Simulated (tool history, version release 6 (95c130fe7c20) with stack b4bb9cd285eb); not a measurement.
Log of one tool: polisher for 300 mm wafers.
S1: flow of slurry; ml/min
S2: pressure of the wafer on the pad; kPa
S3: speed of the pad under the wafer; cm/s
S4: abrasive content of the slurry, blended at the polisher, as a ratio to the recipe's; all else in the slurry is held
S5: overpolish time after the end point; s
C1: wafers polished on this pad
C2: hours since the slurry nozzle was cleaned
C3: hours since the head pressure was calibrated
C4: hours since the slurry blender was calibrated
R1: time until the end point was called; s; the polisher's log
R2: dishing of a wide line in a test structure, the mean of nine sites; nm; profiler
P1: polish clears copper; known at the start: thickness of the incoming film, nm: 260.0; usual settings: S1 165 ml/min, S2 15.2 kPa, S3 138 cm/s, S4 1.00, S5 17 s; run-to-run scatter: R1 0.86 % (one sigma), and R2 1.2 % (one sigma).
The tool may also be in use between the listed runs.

{"run": 1, "hour": 15.0, "S1": 165, "S2": 15.2, "S3": 138, "S4": 1.0, "S5": 17, "C1": 314, "C2": 437.1, "C3": 244.4, "C4": 55.5, "R1": 97.822, "R2": 29.361}
{"run": 2, "hour": 26.7, "S1": 165, "S2": 15.2, "S3": 138, "S4": 1.0, "S5": 5, "C1": 392, "C2": 448.8, "C3": 256.1, "C4": 67.2, "R1": 96.545, "R2": 10.296}
{"run": 3, "hour": 36.5, "S1": 165, "S2": 15.2, "S3": 184, "S4": 0.55, "S5": 17, "C1": 457, "C2": 458.6, "C3": 265.9, "C4": 77.0, "R1": 81.979, "R2": 33.14}
{"run": 4, "hour": 48.1, "S1": 165, "S2": 15.2, "S3": 138, "S4": 1.0, "S5": 17, "C1": 535, "C2": 470.2, "C3": 277.5, "C4": 88.6, "R1": 97.818, "R2": 29.672}
{"run": 5, "hour": 59.6, "S1": 100, "S2": 15.2, "S3": 138, "S4": 1.0, "S5": 17, "C1": 611, "C2": 481.7, "C3": 289.0, "C4": 100.1, "R1": 105.89, "R2": 27.154}
{"run": 6, "hour": 68.5, "S1": 165, "S2": 15.2, "S3": 138, "S4": 0.55, "S5": 17, "C1": 671, "C2": 490.6, "C3": 297.9, "C4": 109.0, "R1": 107.84, "R2": 27.299}
{"run": 7, "hour": 86.4, "S1": 165, "S2": 24.1, "S3": 138, "S4": 1.0, "S5": 17, "C1": 790, "C2": 508.5, "C3": 315.8, "C4": 126.9, "R1": 60.95, "R2": 42.71}
{"run": 8, "hour": 105.5, "S1": 165, "S2": 15.2, "S3": 138, "S4": 1.0, "S5": 17, "C1": 917, "C2": 527.6, "C3": 334.9, "C4": 146.0, "R1": 95.638, "R2": 29.637}
{"run": 9, "hour": 122.0, "S1": 165, "S2": 15.2, "S3": 62, "S4": 1.0, "S5": 17, "C1": 1027, "C2": 544.1, "C3": 351.4, "C4": 162.5, "R1": 213.65, "R2": 15.39}
{"run": 10, "hour": 137.1, "S1": 165, "S2": 15.2, "S3": 174, "S4": 1.0, "S5": 17, "C1": 1127, "C2": 559.2, "C3": 366.5, "C4": 177.6, "R1": 75.419, "R2": 35.687}
{"run": 11, "hour": 154.6, "S1": 165, "S2": 9.0, "S3": 138, "S4": 1.0, "S5": 17, "C1": 1244, "C2": 576.7, "C3": 384.0, "C4": 195.1, "R1": 161.87, "R2": 18.708}
{"run": 12, "hour": 168.7, "S1": 165, "S2": 15.2, "S3": 138, "S4": 1.0, "S5": 28, "C1": 1338, "C2": 590.8, "C3": 398.1, "C4": 209.2, "R1": 96.473, "R2": 42.89}
{"run": 13, "hour": 185.6, "S1": 230, "S2": 15.2, "S3": 138, "S4": 1.4, "S5": 17, "C1": 1450, "C2": 607.7, "C3": 415.0, "C4": 226.1, "R1": 85.353, "R2": 31.981}
{"run": 14, "hour": 197.7, "S1": 165, "S2": 15.2, "S3": 138, "S4": 1.0, "S5": 17, "C1": 1531, "C2": 619.8, "C3": 427.1, "C4": 238.2, "R1": 96.394, "R2": 29.665}
{"run": 15, "hour": 213.6, "S1": 165, "S2": 15.2, "S3": 138, "S4": 1.0, "S5": 17, "C1": 1637, "C2": 635.7, "C3": 443.0, "C4": 254.1, "R1": 96.224, "R2": 29.616}
{"run": 16, "hour": 223.7, "S1": 265, "S2": 15.2, "S3": 138, "S4": 1.0, "S5": 17, "C1": 1704, "C2": 645.8, "C3": 453.1, "C4": 264.2, "R1": 90.34, "R2": 30.613}
{"run": 17, "hour": 236.4, "S1": 125, "S2": 9.7, "S3": 138, "S4": 1.0, "S5": 17, "C1": 1789, "C2": 658.5, "C3": 465.8, "C4": 276.9, "R1": 161.77, "R2": 19.058}
{"run": 18, "hour": 251.4, "S1": 165, "S2": 15.2, "S3": 138, "S4": 1.35, "S5": 17, "C1": 1888, "C2": 673.5, "C3": 480.8, "C4": 291.9, "R1": 90.156, "R2": 31.743}
{"run": 19, "hour": 268.1, "S1": 165, "S2": 15.2, "S3": 138, "S4": 1.0, "S5": 17, "C1": 2000, "C2": 690.2, "C3": 497.5, "C4": 308.6, "R1": 98.156, "R2": 29.458}
{"run": 20, "hour": 282.9, "S1": 165, "S2": 15.2, "S3": 138, "S4": 1.0, "S5": 17, "C1": 2098, "C2": 705.0, "C3": 512.3, "C4": 323.4, "R1": 99.492, "R2": 28.853}
{"run": 21, "hour": 295.8, "S1": 165, "S2": 15.2, "S3": 138, "S4": 1.0, "S5": 17, "C1": 2184, "C2": 717.9, "C3": 525.2, "C4": 336.3, "R1": 102.4, "R2": 28.009}
{"run": 22, "hour": 315.1, "S1": 165, "S2": 15.2, "S3": 138, "S4": 1.0, "S5": 17, "C1": 2313, "C2": 737.2, "C3": 544.5, "C4": 355.6, "R1": 103.38, "R2": 27.066}
{"run": 23, "hour": 324.2, "S1": 165, "S2": 15.2, "S3": 138, "S4": 1.0, "S5": 17, "C1": 2373, "C2": 746.3, "C3": 553.6, "C4": 364.7, "R1": 105.98, "R2": 27.487}
{"hour": 327.1, "done": "slurry blender recalibrated"}
{"run": 24, "hour": 334.7, "S1": 165, "S2": 15.2, "S3": 138, "S4": 1.0, "S5": 17, "C1": 2443, "C2": 756.8, "C3": 564.1, "C4": 7.6, "R1": 106.01, "R2": 27.247}
{"hour": 335.2, "done": "head pressure recalibrated"}
{"run": 25, "hour": 351.2, "S1": 165, "S2": 15.2, "S3": 138, "S4": 1.0, "S5": 17, "C1": 2553, "C2": 773.3, "C3": 16.1, "C4": 24.1, "R1": 106.77, "R2": 28.347}
{"run": 26, "hour": 363.0, "S1": 165, "S2": 15.2, "S3": 138, "S4": 1.0, "S5": 17, "C1": 2632, "C2": 785.1, "C3": 27.9, "C4": 35.9, "R1": 107.16, "R2": 27.282}

What P1 gives has crept away from where it was. These 2 causes fit the log equally well, each at the size given:
A: removal rate lost through wear of the pad, % = 9.63
B: slurry flow missing at the pad, % = 39.5
The creep began at about hour 268.1.
Why every other cause is out:
head's pressure below its setpoint, %: serviced at hour 335.2, which brought nothing back
abrasive missing from the slurry, %: serviced at hour 327.1, which brought nothing back

4 check runs are offered, each on 5 wafers whose results are averaged, their results left as question marks. Which one tells the causes apart?
{"run": "check 1", "hour": 374.8, "S1": 165, "S2": 15.2, "S3": 138, "S4": 0.75, "S5": 17, "R1": "?", "R2": "?"}
{"run": "check 2", "hour": 374.8, "S1": 120, "S2": 15.2, "S3": 138, "S4": 0.7, "S5": 17, "R1": "?", "R2": "?"}
{"run": "check 3", "hour": 374.8, "S1": 165, "S2": 23.4, "S3": 138, "S4": 1.0, "S5": 17, "R1": "?", "R2": "?"}
{"run": "check 4", "hour": 374.8, "S1": 165, "S2": 15.2, "S3": 90, "S4": 1.0, "S5": 17, "R1": "?", "R2": "?"}

What each check would give under each cause:
check=check_1 result=R1 if_A=112.920 if_B=112.910
check=check_1 result=R2 if_A=26.073 if_B=26.075
check=check_2 result=R1 if_A=121.460 if_B=125.540
check=check_2 result=R2 if_A=24.559 if_B=23.896
check=check_3 result=R1 if_A=68.773 if_B=68.766
check=check_3 result=R2 if_A=39.371 if_B=39.375
check=check_4 result=R1 if_A=162.970 if_B=162.950
check=check_4 result=R2 if_A=19.137 if_B=19.139
How far apart the two closest causes lie, in the result that separates them most: check 1 0.01 %; check 2 3.3 %; check 3 0.01 %; check 4 0.01 %
Check 2 tells the causes apart: in the others they would give nearly the same result.

Then check 2 was run and gave: R1 124.950 s; R2 23.943 nm. Which cause is it?

It is B: slurry flow missing at the pad, %.

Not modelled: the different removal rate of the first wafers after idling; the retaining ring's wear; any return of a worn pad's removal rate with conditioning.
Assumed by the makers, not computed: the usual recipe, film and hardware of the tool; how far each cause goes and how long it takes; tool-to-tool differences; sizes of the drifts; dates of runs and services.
